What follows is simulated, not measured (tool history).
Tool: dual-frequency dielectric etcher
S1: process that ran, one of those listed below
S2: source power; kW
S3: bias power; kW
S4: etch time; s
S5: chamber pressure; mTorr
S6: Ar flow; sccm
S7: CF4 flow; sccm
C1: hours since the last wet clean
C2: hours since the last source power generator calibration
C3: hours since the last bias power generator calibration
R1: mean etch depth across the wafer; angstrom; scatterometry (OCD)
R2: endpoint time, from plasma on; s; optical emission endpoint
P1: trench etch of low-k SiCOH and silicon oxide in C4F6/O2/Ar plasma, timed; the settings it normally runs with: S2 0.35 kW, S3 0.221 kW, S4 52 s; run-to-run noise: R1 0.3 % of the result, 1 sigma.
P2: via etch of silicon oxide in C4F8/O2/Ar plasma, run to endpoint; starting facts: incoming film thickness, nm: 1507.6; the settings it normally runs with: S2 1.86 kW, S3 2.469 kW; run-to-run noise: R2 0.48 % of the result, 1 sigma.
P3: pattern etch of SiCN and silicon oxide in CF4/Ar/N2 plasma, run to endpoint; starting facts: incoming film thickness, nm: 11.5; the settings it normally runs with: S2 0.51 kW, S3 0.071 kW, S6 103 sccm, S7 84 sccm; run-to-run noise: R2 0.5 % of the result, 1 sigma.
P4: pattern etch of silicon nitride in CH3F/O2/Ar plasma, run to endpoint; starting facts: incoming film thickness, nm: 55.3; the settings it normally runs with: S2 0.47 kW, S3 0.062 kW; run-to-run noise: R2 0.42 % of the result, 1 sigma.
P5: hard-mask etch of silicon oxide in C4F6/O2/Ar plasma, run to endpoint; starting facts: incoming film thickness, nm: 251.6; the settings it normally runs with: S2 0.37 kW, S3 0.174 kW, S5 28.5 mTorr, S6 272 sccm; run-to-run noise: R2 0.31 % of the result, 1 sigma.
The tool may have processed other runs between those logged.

| run | day | S1 | S2 | S3 | S4 | S5 | S6 | S7 | C1 | C2 | C3 | R1 | R2 |
|---|---|---|---|---|---|---|---|---|---|---|---|---|---|
| 1 | 0.296 | P1 | 0.35 | 0.221 | 52 |  |  |  | 241.9 | 2931.9 | 829.2 | 1654.9 |  |
| 2 | 0.562 | P5 | 0.47 | 0.174 |  | 28.5 | 272 |  | 248.3 | 2938.3 | 835.6 |  | 73.326 |
| 3 | 0.783 | P1 | 0.35 | 0.221 | 52 |  |  |  | 253.6 | 2943.6 | 840.9 | 1659.9 |  |
| 4 | 0.938 | P2 | 1.86 | 1.601 |  |  |  |  | 257.3 | 2947.3 | 844.6 |  | 331.94 |
| 5 | 1.079 | P1 | 0.22 | 0.221 | 39.5 |  |  |  | 260.7 | 2950.7 | 848 | 1058.7 |  |
| 6 | 1.267 | P1 | 0.35 | 0.153 | 52 |  |  |  | 265.2 | 2955.2 | 852.5 | 1482.6 |  |
| 7 | 1.517 | P3 | 0.51 | 0.071 |  |  | 103 | 84 | 271.2 | 2961.2 | 858.5 |  | 11.907 |
| 8 | 1.65 | P1 | 0.35 | 0.221 | 52 |  |  |  | 274.4 | 2964.4 | 861.7 | 1675.2 |  |
| 9 | 1.858 | P3 | 0.51 | 0.071 |  |  | 103 | 84 | 279.4 | 2969.4 | 866.7 |  | 11.825 |
| 10 | 2.058 | P4 | 0.47 | 0.062 |  |  |  |  | 284.2 | 2974.2 | 871.5 |  | 79.637 |
| 11 | 2.325 | P5 | 0.37 | 0.219 |  | 28.5 | 272 |  | 290.6 | 2980.6 | 877.9 |  | 74.562 |
| 12 | 2.592 | P1 | 0.35 | 0.221 | 52 |  |  |  | 297 | 2987 | 884.3 | 1667.5 |  |
| 13 | 2.9 | P1 | 0.35 | 0.221 | 77.5 |  |  |  | 304.4 | 2994.4 | 891.7 | 2477.5 |  |
| 14 | 3.171 | P1 | 0.42 | 0.221 | 52 |  |  |  | 310.9 | 3000.9 | 898.2 | 1793.4 |  |
| 15 | 3.379 | P2 | 1.38 | 2.469 |  |  |  |  | 315.9 | 3005.9 | 903.2 |  | 325.16 |
| 16 | 3.654 | P4 | 0.47 | 0.037 |  |  |  |  | 322.5 | 3012.5 | 909.8 |  | 92.895 |
| 17 | 3.804 | P2 | 1.86 | 2.469 |  |  |  |  | 326.1 | 3016.1 | 913.4 |  | 290.6 |
| 18 | 3.988 | P4 | 0.28 | 0.062 |  |  |  |  | 330.5 | 3020.5 | 917.8 |  | 96.746 |
| 19 | 4.279 | P3 | 0.51 | 0.071 |  |  | 64 | 84 | 337.5 | 3027.5 | 924.8 |  | 11.149 |
| 20 | 4.504 | P5 | 0.37 | 0.174 |  | 34.5 | 272 |  | 342.9 | 3032.9 | 930.2 |  | 82.113 |
| 21 | 4.662 | P5 | 0.37 | 0.174 |  | 28.5 | 272 |  | 346.7 | 3036.7 | 934 |  | 80.401 |
| 22 | 4.812 | P5 | 0.37 | 0.174 |  | 28.5 | 340 |  | 350.3 | 3040.3 | 937.6 |  | 82.462 |
| 23 | 5.117 | P3 | 0.51 | 0.071 |  |  | 103 | 104 | 357.6 | 3047.6 | 944.9 |  | 11.558 |
| 24 | 5.404 | P3 | 0.7 | 0.071 |  |  | 103 | 84 | 364.5 | 3054.5 | 951.8 |  | 8.98 |
| 25 | 5.588 | P1 | 0.35 | 0.221 | 31.5 |  |  |  | 368.9 | 3058.9 | 956.2 | 1003.4 |  |
| 26 | 5.854 | P1 | 0.23 | 0.221 | 52 |  |  |  | 375.3 | 3065.3 | 962.6 | 1415.6 |  |
| 27 | 6.079 | P2 | 1.86 | 2.469 |  |  |  |  | 380.7 | 3070.7 | 968 |  | 288.3 |
| 28 | 6.246 | P1 | 0.35 | 0.221 | 52 |  |  |  | 384.7 | 3074.7 | 972 | 1662.7 |  |
| 29 | 6.554 | P3 | 0.51 | 0.043 |  |  | 103 | 84 | 392.1 | 3082.1 | 979.4 |  | 13.888 |
| 30 | 6.846 | P1 | 0.35 | 0.277 | 52 |  |  |  | 399.1 | 3089.1 | 986.4 | 1798.9 |  |
| 31 | 7.125 | P5 | 0.37 | 0.174 |  | 28.5 | 272 |  | 405.8 | 3095.8 | 993.1 |  | 80.503 |
| 32 | 7.404 | P1 | 0.35 | 0.221 | 52 |  |  |  | 412.5 | 3102.5 | 999.8 | 1665.8 |  |
| 33 | 7.629 | P1 | 0.35 | 0.221 | 52 |  |  |  | 417.9 | 3107.9 | 1005.2 | 1658.2 |  |
| 34 | 7.917 | P1 | 0.35 | 0.221 | 52 |  |  |  | 424.8 | 3114.8 | 1012.1 | 1656.3 |  |
| 35 | 8.129 | P1 | 0.35 | 0.221 | 52 |  |  |  | 429.9 | 3119.9 | 1017.2 | 1654.6 |  |
| 36 | 8.358 | P1 | 0.35 | 0.221 | 52 |  |  |  | 435.4 | 3125.4 | 1022.7 | 1654.3 |  |
|  | 8.483 | wet clean of the chamber |
| 37 | 8.604 | P1 | 0.35 | 0.221 | 52 |  |  |  | 2.9 | 3131.3 | 1028.6 | 1638.4 |  |
| 38 | 8.75 | P1 | 0.35 | 0.221 | 52 |  |  |  | 6.4 | 3134.8 | 1032.1 | 1637.9 |  |
| 39 | 8.933 | P1 | 0.35 | 0.221 | 52 |  |  |  | 10.8 | 3139.2 | 1036.5 | 1649.2 |  |
| 40 | 9.2 | P1 | 0.35 | 0.221 | 52 |  |  |  | 17.2 | 3145.6 | 1042.9 | 1637.8 |  |
| 41 | 9.421 | P1 | 0.35 | 0.221 | 52 |  |  |  | 22.5 | 3150.9 | 1048.2 | 1652.6 |  |
| 42 | 9.629 | P1 | 0.35 | 0.221 | 52 |  |  |  | 27.5 | 3155.9 | 1053.2 | 1653.3 |  |
| 43 | 9.854 | P1 | 0.35 | 0.221 | 52 |  |  |  | 32.9 | 3161.3 | 1058.6 | 1645.7 |  |

Compared with where it was, what P1 gives has crept away. Each cause listed below fits the log as well as the rest, at the size given for it:
A: source power that arrives under what is set, % = 3.85
B: bias power that arrives under what is set, % = 4.44
Onset of the creep was near day 7.629.
Every other cause this tool's parts could produce, and why it does not fit the log:
chamber walls in a state that lowers the etch rate, %: serviced at day 8.483, after the change had begun; the process did not return to its earlier output

Below are 4 check runs, each averaged over 3 wafers, with their results shown as question marks. Which of them would give clearly different results depending on which cause is behind the drift?
| check 1 | 10.079 | P2 | 1.59 | 2.001 |  |  |  |  |  |  |  |  | ? |
| check 2 | 10.079 | P4 | 0.28 | 0.062 |  |  |  |  |  |  |  |  | ? |
| check 3 | 10.079 | P5 | 0.37 | 0.174 |  | 28.5 | 314 |  |  |  |  |  | ? |
| check 4 | 10.079 | P3 | 0.66 | 0.071 |  |  | 70 | 84 |  |  |  |  | ? |

If the cause were each of the candidates in turn, the checks would give the following:
| check | result | if A | if B |
|---|---|---|---|
| check 1 | R2 | 334.05 | 333.23 |
| check 2 | R2 | 98.332 | 98.38 |
| check 3 | R2 | 82.722 | 82.637 |
| check 4 | R2 | 9.27 | 9.0731 |
Minimum pairwise separation of causes per check, each pair taken at its best-separating result: check 1 0.25 %; check 2 0.05 %; check 3 0.1 %; check 4 2.15 %
Check 4 is the one run that separates the causes; every other check would come out nearly the same whichever cause is at work.

The results of check 4 are: R2 9.2418 s. Based on these, which of the listed causes is it?

The correct cause is A, namely: source power that arrives under what is set, %.

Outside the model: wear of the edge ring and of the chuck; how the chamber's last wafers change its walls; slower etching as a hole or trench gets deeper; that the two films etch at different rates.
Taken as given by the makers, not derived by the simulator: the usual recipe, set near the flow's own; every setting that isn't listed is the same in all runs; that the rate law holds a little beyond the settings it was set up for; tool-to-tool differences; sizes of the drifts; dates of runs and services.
